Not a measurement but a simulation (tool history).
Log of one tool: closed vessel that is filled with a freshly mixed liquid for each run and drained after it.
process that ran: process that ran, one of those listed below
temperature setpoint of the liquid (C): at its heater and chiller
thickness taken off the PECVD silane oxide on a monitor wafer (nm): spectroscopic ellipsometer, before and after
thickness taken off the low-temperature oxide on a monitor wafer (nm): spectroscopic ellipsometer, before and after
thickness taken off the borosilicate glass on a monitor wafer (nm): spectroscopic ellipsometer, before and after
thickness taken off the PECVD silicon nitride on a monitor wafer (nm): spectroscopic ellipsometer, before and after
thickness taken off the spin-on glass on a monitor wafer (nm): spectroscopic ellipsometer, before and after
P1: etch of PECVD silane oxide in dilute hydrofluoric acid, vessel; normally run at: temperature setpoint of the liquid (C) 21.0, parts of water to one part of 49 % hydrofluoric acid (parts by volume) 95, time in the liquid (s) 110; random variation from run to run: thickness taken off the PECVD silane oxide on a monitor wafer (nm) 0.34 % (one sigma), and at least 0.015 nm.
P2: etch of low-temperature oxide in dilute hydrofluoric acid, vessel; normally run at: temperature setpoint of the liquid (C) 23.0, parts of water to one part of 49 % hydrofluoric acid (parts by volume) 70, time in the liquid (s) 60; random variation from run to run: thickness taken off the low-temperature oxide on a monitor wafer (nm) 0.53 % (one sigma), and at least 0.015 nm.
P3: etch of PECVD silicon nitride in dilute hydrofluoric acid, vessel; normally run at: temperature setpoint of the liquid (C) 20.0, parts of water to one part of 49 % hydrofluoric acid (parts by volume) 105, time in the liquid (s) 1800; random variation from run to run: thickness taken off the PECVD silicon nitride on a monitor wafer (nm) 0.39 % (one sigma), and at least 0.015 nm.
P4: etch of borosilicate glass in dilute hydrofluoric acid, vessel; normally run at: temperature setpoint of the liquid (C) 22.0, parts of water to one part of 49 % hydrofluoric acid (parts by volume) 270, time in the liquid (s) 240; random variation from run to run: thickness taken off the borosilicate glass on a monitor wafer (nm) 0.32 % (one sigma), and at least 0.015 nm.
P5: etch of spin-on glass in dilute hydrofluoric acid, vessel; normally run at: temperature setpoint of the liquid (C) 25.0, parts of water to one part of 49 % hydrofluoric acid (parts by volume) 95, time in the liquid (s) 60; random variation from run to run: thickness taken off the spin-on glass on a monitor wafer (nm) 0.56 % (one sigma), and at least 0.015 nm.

run	day	process that ran	temperature setpoint of the liquid (C)	parts of water to one part of 49 % hydrofluoric acid (parts by volume)	time in the liquid (s)	hours since the thermometer was replaced	hours since the hydrofluoric acid flow meter was replaced	thickness taken off the PECVD silane oxide on a monitor wafer (nm)	thickness taken off the low-temperature oxide on a monitor wafer (nm)	thickness taken off the borosilicate glass on a monitor wafer (nm)	thickness taken off the PECVD silicon nitride on a monitor wafer (nm)	thickness taken off the spin-on glass on a monitor wafer (nm)
1	0.188	P1	21.0	95	110	343.9	1277.0	23.8160				
2	0.417	P2	18.5	70	60	349.4	1282.5		16.3650			
3	0.600	P4	22.0	385	240	353.8	1286.9			8.6209		
4	0.738	P2	23.0	70	60	357.1	1290.2		19.5660			
5	1.025	P1	27.5	95	110	364.0	1297.1	30.8100				
6	1.300	P4	17.0	270	240	370.6	1303.7			11.3120		
7	1.546	P4	22.0	270	30	376.5	1309.6			1.7155		
8	1.750	P1	21.0	95	110	381.4	1314.5	23.7530				
9	1.971	P4	22.0	270	240	386.7	1319.8			13.6440		
10	2.133	P3	20.0	105	420	390.6	1323.7				5.2576	
11	2.367	P1	21.0	95	60	396.2	1329.3	12.9460				
12	2.650	P5	18.5	95	60	403.0	1336.1					20.082
# day 2.725: hydrofluoric acid flow meter replaced
13	2.858	P2	23.0	70	30	408.0	3.2		9.8189			
14	3.117	P3	20.0	165	1800	414.2	9.4				14.3720	
15	3.404	P1	21.0	150	110	421.1	16.3	14.1270				
16	3.667	P2	23.0	70	60	427.4	22.6		19.4390			
17	3.954	P1	21.0	95	110	434.3	29.5	23.6980				
18	4.212	P1	21.0	25	110	440.5	35.7	98.6300				
19	4.483	P3	17.0	105	1800	447.0	42.2				18.1570	
20	4.688	P1	21.0	170	40	451.9	47.1	4.4358				
21	4.862	P4	22.0	270	240	456.1	51.3			13.6780		
22	5.012	P3	20.0	105	1800	459.7	54.9				22.3570	
23	5.242	P1	21.0	95	110	465.2	60.4	23.6220				
24	5.438	P2	23.0	40	60	469.9	65.1		35.7900			
25	5.600	P5	25.0	95	30	473.8	69.0					13.234

The next listed run, before its measurement:
26	5.758	P1	21.0	95	110	477.6	72.8	?				

Run 26 gave thickness taken off the PECVD silane oxide on a monitor wafer (nm) 23.7760.
